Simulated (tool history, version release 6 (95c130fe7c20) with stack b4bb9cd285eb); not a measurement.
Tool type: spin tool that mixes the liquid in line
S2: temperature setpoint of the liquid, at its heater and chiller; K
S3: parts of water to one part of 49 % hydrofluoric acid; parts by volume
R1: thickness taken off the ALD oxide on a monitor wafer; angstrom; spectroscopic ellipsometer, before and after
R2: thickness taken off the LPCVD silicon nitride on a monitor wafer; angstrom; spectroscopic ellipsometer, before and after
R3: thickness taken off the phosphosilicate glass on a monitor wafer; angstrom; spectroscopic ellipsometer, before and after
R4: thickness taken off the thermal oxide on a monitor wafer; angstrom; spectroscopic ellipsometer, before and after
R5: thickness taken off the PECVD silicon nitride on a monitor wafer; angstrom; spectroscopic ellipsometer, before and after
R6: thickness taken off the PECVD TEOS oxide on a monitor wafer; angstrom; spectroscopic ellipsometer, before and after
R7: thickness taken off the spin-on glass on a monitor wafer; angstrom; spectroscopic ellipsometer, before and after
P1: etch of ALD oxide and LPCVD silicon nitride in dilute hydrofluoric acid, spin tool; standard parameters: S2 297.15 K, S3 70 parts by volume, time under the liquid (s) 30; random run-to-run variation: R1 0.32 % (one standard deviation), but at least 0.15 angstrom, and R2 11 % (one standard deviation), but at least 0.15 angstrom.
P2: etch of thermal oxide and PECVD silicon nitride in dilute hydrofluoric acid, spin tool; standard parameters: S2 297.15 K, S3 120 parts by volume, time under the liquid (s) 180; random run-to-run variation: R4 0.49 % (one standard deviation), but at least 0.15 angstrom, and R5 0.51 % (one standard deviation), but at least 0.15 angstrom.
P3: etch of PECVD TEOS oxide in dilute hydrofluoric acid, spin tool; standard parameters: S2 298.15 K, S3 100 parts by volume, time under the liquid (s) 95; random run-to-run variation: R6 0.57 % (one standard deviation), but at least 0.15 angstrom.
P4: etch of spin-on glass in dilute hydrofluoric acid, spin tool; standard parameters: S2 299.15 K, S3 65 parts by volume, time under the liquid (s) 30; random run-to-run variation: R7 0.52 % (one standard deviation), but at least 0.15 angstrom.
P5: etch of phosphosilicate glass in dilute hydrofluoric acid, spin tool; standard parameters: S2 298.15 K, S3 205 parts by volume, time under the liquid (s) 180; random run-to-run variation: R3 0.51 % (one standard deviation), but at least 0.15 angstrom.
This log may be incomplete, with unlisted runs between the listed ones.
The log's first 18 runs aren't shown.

{"run": 19, "hour": 99.3, "process that ran": "P4", "S2": 299.15, "S3": 20, "time under the liquid (s)": 30, "R7": 697.35}
{"run": 20, "hour": 104.9, "process that ran": "P2", "S2": 297.15, "S3": 70, "time under the liquid (s)": 180, "R4": 129.57, "R5": 131.11}
{"run": 21, "hour": 109.2, "process that ran": "P4", "S2": 299.15, "S3": 65, "time under the liquid (s)": 30, "R7": 201.71}
{"run": 22, "hour": 115.1, "process that ran": "P3", "S2": 305.65, "S3": 100, "time under the liquid (s)": 95, "R6": 214.18}
{"run": 23, "hour": 121.5, "process that ran": "P3", "S2": 298.15, "S3": 25, "time under the liquid (s)": 95, "R6": 714.76}
{"run": 24, "hour": 125.8, "process that ran": "P4", "S2": 291.65, "S3": 65, "time under the liquid (s)": 30, "R7": 146.27}
{"run": 25, "hour": 130.6, "process that ran": "P1", "S2": 297.15, "S3": 70, "time under the liquid (s)": 30, "R1": 129.01, "R2": 2.2442}
{"run": 26, "hour": 138.1, "process that ran": "P1", "S2": 297.15, "S3": 70, "time under the liquid (s)": 30, "R1": 128.25, "R2": 2.3727}
{"run": 27, "hour": 144.4, "process that ran": "P1", "S2": 301.15, "S3": 35, "time under the liquid (s)": 30, "R1": 317.45, "R2": 6.6411}
{"run": 28, "hour": 147.8, "process that ran": "P1", "S2": 292.65, "S3": 70, "time under the liquid (s)": 30, "R1": 106.87, "R2": 1.5624}
{"run": 29, "hour": 154.6, "process that ran": "P1", "S2": 297.15, "S3": 70, "time under the liquid (s)": 30, "R1": 127.65, "R2": 2.843}
{"run": 30, "hour": 159.7, "process that ran": "P1", "S2": 297.15, "S3": 70, "time under the liquid (s)": 30, "R1": 129.18, "R2": 2.5989}
{"run": 31, "hour": 167.2, "process that ran": "P1", "S2": 297.15, "S3": 70, "time under the liquid (s)": 30, "R1": 124.74, "R2": 1.8158}
{"run": 32, "hour": 174.5, "process that ran": "P1", "S2": 297.15, "S3": 70, "time under the liquid (s)": 30, "R1": 123.27, "R2": 2.0904}
{"run": 33, "hour": 179.0, "process that ran": "P1", "S2": 297.15, "S3": 70, "time under the liquid (s)": 30, "R1": 122.54, "R2": 2.3284}
{"run": 34, "hour": 186.5, "process that ran": "P1", "S2": 297.15, "S3": 70, "time under the liquid (s)": 30, "R1": 121.1, "R2": 2.1759}
{"run": 35, "hour": 191.1, "process that ran": "P1", "S2": 297.15, "S3": 70, "time under the liquid (s)": 30, "R1": 121.12, "R2": 2.7612}
{"run": 36, "hour": 198.1, "process that ran": "P1", "S2": 297.15, "S3": 70, "time under the liquid (s)": 30, "R1": 120.89, "R2": 1.8956}
{"run": 37, "hour": 202.9, "process that ran": "P1", "S2": 297.15, "S3": 70, "time under the liquid (s)": 30, "R1": 120.66, "R2": 2.3384}

The next listed run, before its measurement:
{"run": 38, "hour": 206.6, "process that ran": "P1", "S2": 297.15, "S3": 70, "time under the liquid (s)": 30, "R1": "?", "R2": "?"}

For run 38 the tool returned R1 121.110 angstrom, R2 2.03730 angstrom.
